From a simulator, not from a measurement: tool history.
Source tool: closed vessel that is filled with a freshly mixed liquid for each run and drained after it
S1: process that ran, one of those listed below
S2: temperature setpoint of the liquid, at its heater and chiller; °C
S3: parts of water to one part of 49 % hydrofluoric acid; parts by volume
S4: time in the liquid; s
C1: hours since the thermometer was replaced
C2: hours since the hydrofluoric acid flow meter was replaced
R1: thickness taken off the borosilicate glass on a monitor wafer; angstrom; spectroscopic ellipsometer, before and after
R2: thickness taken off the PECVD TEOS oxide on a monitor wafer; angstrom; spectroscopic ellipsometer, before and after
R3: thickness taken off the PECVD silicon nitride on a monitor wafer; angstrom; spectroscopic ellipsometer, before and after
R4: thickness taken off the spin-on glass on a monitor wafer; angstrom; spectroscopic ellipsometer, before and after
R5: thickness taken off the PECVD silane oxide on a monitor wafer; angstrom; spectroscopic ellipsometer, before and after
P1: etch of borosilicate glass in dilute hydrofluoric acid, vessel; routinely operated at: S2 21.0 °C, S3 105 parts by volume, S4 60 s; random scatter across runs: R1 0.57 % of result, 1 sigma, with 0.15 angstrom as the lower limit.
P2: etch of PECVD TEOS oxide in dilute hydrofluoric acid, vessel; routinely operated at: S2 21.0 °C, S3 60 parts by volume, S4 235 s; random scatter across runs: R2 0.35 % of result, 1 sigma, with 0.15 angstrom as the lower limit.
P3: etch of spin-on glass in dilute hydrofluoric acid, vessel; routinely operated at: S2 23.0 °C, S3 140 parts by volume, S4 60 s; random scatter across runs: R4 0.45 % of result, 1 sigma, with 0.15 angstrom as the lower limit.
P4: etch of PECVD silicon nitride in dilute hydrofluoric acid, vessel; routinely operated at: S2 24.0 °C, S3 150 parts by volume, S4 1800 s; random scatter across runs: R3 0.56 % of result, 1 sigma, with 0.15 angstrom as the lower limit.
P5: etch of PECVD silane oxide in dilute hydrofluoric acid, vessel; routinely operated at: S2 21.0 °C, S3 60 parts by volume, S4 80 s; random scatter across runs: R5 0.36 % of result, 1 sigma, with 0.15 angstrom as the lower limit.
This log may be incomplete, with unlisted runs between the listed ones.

Run 1, hour 15.8: S1 P1, S2 21.0 °C, S3 105 parts by volume, S4 60 s; C1 1387.1; C2 163.8. Result: R1 197.090 angstrom.
Run 2, hour 32.5: S1 P1, S2 21.0 °C, S3 105 parts by volume, S4 60 s; C1 1403.8; C2 180.5. Result: R1 198.230 angstrom.
Run 3, hour 45.4: S1 P2, S2 17.0 °C, S3 60 parts by volume, S4 235 s; C1 1416.7; C2 193.4. Result: R2 477.05 angstrom.
Run 4, hour 59.3: S1 P1, S2 21.0 °C, S3 105 parts by volume, S4 30 s; C1 1430.6; C2 207.3. Result: R1 98.974 angstrom.
Run 5, hour 74.4: S1 P1, S2 28.5 °C, S3 55 parts by volume, S4 60 s; C1 1445.7; C2 222.4. Result: R1 541.380 angstrom.
Run 6, hour 89.6: S1 P1, S2 28.5 °C, S3 105 parts by volume, S4 60 s; C1 1460.9; C2 237.6. Result: R1 264.750 angstrom.
Run 7, hour 106.8: S1 P2, S2 21.0 °C, S3 60 parts by volume, S4 235 s; C1 1478.1; C2 254.8. Result: R2 566.11 angstrom.
Run 8, hour 121.5: S1 P1, S2 21.0 °C, S3 105 parts by volume, S4 105 s; C1 1492.8; C2 269.5. Result: R1 343.430 angstrom.
Run 9, hour 133.0: S1 P1, S2 21.0 °C, S3 105 parts by volume, S4 60 s; C1 1504.3; C2 281.0. Result: R1 196.810 angstrom.
Run 10, hour 141.8: S1 P1, S2 21.0 °C, S3 70 parts by volume, S4 60 s; C1 1513.1; C2 289.8. Result: R1 305.490 angstrom.
Run 11, hour 159.7: S1 P1, S2 21.0 °C, S3 105 parts by volume, S4 60 s; C1 1531.0; C2 307.7. Result: R1 196.470 angstrom.
Run 12, hour 174.0: S1 P4, S2 29.0 °C, S3 150 parts by volume, S4 1800 s; C1 1545.3; C2 322.0. Result: R3 292.3500 angstrom.
Run 13, hour 184.5: S1 P4, S2 24.0 °C, S3 150 parts by volume, S4 30 s; C1 1555.8; C2 332.5. Result: R3 3.6308 angstrom.
Run 14, hour 193.0: S1 P3, S2 23.0 °C, S3 75 parts by volume, S4 60 s; C1 1564.3; C2 341.0. Result: R4 308.730 angstrom.
Run 15, hour 206.5: S1 P2, S2 21.0 °C, S3 90 parts by volume, S4 235 s; C1 1577.8; C2 354.5. Result: R2 361.25 angstrom.
Run 16, hour 214.7: S1 P4, S2 24.0 °C, S3 150 parts by volume, S4 1800 s; C1 1586.0; C2 362.7. Result: R3 211.7700 angstrom.
Run 17, hour 223.2: S1 P1, S2 24.5 °C, S3 105 parts by volume, S4 30 s; C1 1594.5; C2 371.2. Result: R1 113.270 angstrom.
At hour 226.5: hydrofluoric acid flow meter replaced.
Run 18, hour 240.4: S1 P1, S2 21.0 °C, S3 105 parts by volume, S4 60 s; C1 1611.7; C2 13.9. Result: R1 196.970 angstrom.
Run 19, hour 250.4: S1 P1, S2 21.0 °C, S3 105 parts by volume, S4 60 s; C1 1621.7; C2 23.9. Result: R1 194.990 angstrom.
Run 20, hour 262.0: S1 P1, S2 21.0 °C, S3 170 parts by volume, S4 60 s; C1 1633.3; C2 35.5. Result: R1 113.750 angstrom.
Run 21, hour 275.0: S1 P5, S2 28.0 °C, S3 60 parts by volume, S4 80 s; C1 1646.3; C2 48.5. Result: R5 362.12 angstrom.
Run 22, hour 286.7: S1 P5, S2 21.0 °C, S3 60 parts by volume, S4 80 s; C1 1658.0; C2 60.2. Result: R5 273.46 angstrom.
Run 23, hour 295.2: S1 P3, S2 18.0 °C, S3 140 parts by volume, S4 60 s; C1 1666.5; C2 68.7. Result: R4 125.050 angstrom.
Run 24, hour 304.2: S1 P2, S2 21.0 °C, S3 60 parts by volume, S4 235 s; C1 1675.5; C2 77.7. Result: R2 565.13 angstrom.
Run 25, hour 313.4: S1 P5, S2 21.0 °C, S3 60 parts by volume, S4 80 s; C1 1684.7; C2 86.9. Result: R5 270.28 angstrom.
Run 26, hour 326.9: S1 P5, S2 21.0 °C, S3 60 parts by volume, S4 35 s; C1 1698.2; C2 100.4. Result: R5 119.38 angstrom.
Run 27, hour 344.0: S1 P1, S2 17.0 °C, S3 105 parts by volume, S4 60 s; C1 1715.3; C2 117.5. Result: R1 167.660 angstrom.
Run 28, hour 352.0: S1 P3, S2 23.0 °C, S3 140 parts by volume, S4 60 s; C1 1723.3; C2 125.5. Result: R4 151.570 angstrom.
Run 29, hour 360.1: S1 P2, S2 21.0 °C, S3 60 parts by volume, S4 415 s; C1 1731.4; C2 133.6. Result: R2 1003.40 angstrom.
Run 30, hour 368.9: S1 P3, S2 23.0 °C, S3 140 parts by volume, S4 30 s; C1 1740.2; C2 142.4. Result: R4 75.914 angstrom.
Run 31, hour 377.0: S1 P5, S2 21.0 °C, S3 90 parts by volume, S4 80 s; C1 1748.3; C2 150.5. Result: R5 174.15 angstrom.
Run 32, hour 385.9: S1 P4, S2 24.0 °C, S3 60 parts by volume, S4 1800 s; C1 1757.2; C2 159.4. Result: R3 526.8800 angstrom.
Run 33, hour 396.7: S1 P1, S2 21.0 °C, S3 105 parts by volume, S4 60 s; C1 1768.0; C2 170.2. Result: R1 194.600 angstrom.
Run 34, hour 408.1: S1 P1, S2 21.0 °C, S3 105 parts by volume, S4 60 s; C1 1779.4; C2 181.6. Result: R1 199.790 angstrom.
Run 35, hour 424.6: S1 P1, S2 21.0 °C, S3 105 parts by volume, S4 60 s; C1 1795.9; C2 198.1. Result: R1 206.110 angstrom.
Run 36, hour 442.2: S1 P1, S2 21.0 °C, S3 105 parts by volume, S4 60 s; C1 1813.5; C2 215.7. Result: R1 206.580 angstrom.
Run 37, hour 457.8: S1 P1, S2 21.0 °C, S3 105 parts by volume, S4 60 s; C1 1829.1; C2 231.3. Result: R1 207.250 angstrom.
Run 38, hour 469.3: S1 P1, S2 21.0 °C, S3 105 parts by volume, S4 60 s; C1 1840.6; C2 242.8. Result: R1 210.230 angstrom.
Run 39, hour 480.6: S1 P1, S2 21.0 °C, S3 105 parts by volume, S4 60 s; C1 1851.9; C2 254.1. Result: R1 207.060 angstrom.
Run 40, hour 490.2: S1 P1, S2 21.0 °C, S3 105 parts by volume, S4 60 s; C1 1861.5; C2 263.7. Result: R1 211.530 angstrom.

What P1 gives has crept off from where it sat before. The 2 causes that follow fit the log equally well, each at the size noted:
A: hydrofluoric acid flow above the setpoint (%) = 5.97
B: liquid hotter than its thermometer reads (K) = 1.61
Creep in the process output first set in at about hour 396.7.

Which of the 4 check runs listed below separates the causes, so that each cause would produce a clearly different result? Each run uses one wafer, and its results are marked with question marks.
Run check 1, hour 499.8: S1 P5, S2 21.0 °C, S3 60 parts by volume, S4 80 s. Result: R5 ?.
Run check 2, hour 499.8: S1 P2, S2 21.0 °C, S3 60 parts by volume, S4 235 s. Result: R2 ?.
Run check 3, hour 499.8: S1 P3, S2 23.0 °C, S3 140 parts by volume, S4 60 s. Result: R4 ?.
Run check 4, hour 499.8: S1 P4, S2 24.0 °C, S3 150 parts by volume, S4 1800 s. Result: R3 ?.

Predicted outcomes, by check and by cause:
  check  result      if A      if B
check 1      R5    289.51    290.90
check 2      R2    601.01    603.92
check 3      R4   163.190   162.400
check 4      R3  225.3800  235.9400
How far apart the two closest causes lie, in the result that separates them most: check 1 0.48 %; check 2 0.48 %; check 3 0.49 %; check 4 4.58 %
Only in check 4 would the causes give clearly different results; in the remaining checks their results would be nearly the same.

Then check 4 was run and gave: R3 235.5500 angstrom. Which cause is it?

Of the candidate causes, it is B: liquid hotter than its thermometer reads (K).
